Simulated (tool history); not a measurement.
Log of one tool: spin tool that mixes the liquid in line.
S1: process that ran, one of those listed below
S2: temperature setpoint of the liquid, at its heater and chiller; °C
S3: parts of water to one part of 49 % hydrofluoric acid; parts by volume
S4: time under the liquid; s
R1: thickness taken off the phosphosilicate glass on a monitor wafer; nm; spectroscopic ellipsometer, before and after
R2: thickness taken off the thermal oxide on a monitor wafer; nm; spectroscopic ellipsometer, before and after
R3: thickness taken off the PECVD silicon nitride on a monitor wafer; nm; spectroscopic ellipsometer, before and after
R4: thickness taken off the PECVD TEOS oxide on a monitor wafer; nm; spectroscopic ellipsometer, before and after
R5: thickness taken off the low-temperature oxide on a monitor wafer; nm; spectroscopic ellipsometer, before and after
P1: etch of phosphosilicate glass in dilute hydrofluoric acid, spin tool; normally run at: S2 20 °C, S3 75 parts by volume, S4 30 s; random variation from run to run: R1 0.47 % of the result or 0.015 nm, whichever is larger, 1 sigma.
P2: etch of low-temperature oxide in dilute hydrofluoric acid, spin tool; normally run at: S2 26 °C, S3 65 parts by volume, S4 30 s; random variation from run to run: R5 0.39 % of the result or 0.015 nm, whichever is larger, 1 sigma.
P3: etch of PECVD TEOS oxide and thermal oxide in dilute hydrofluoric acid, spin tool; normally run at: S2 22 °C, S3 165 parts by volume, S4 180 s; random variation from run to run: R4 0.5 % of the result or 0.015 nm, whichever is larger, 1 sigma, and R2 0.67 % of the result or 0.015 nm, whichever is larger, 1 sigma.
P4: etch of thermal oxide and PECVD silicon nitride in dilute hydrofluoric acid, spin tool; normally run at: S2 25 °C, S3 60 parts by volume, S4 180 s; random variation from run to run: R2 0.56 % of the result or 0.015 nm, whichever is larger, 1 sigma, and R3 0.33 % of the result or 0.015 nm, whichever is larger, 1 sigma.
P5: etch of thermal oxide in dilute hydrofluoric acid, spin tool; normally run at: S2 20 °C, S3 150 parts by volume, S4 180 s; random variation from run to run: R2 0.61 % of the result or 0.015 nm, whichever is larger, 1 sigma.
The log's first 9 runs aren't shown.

run 10 hour=127.5 | S1=P1 S2=17 S3=75 S4=30 | R1=39.242
run 11 hour=136.4 | S1=P2 S2=26 S3=65 S4=30 | R5=13.493
run 12 hour=148.9 | S1=P3 S2=22 S3=245 S4=180 | R2=2.7445 R4=16.053
run 13 hour=164.6 | S1=P1 S2=20 S3=75 S4=30 | R1=44.693
run 14 hour=172.3 | S1=P1 S2=20 S3=75 S4=15 | R1=22.078
run 15 hour=182.6 | S1=P1 S2=20 S3=25 S4=30 | R1=142.54
run 16 hour=194.6 | S1=P4 S2=25 S3=100 S4=180 | R2=9.0646 R3=4.9403
run 17 hour=207.4 | S1=P1 S2=20 S3=75 S4=30 | R1=44.732
run 18 hour=216.3 | S1=P1 S2=20 S3=75 S4=30 | R1=44.048
run 19 hour=223.5 | S1=P3 S2=17 S3=165 S4=180 | R2=3.5977 R4=21.546
run 20 hour=233.5 | S1=P3 S2=22 S3=165 S4=180 | R2=4.4481 R4=25.976
run 21 hour=243.3 | S1=P2 S2=26 S3=65 S4=45 | R5=20.228

The next listed run, before its measurement:
run 22 hour=256.2 | S1=P4 S2=18 S3=60 S4=180 | R2=? R3=?

Run 22 gave R2 11.722 nm, R3 5.0599 nm.
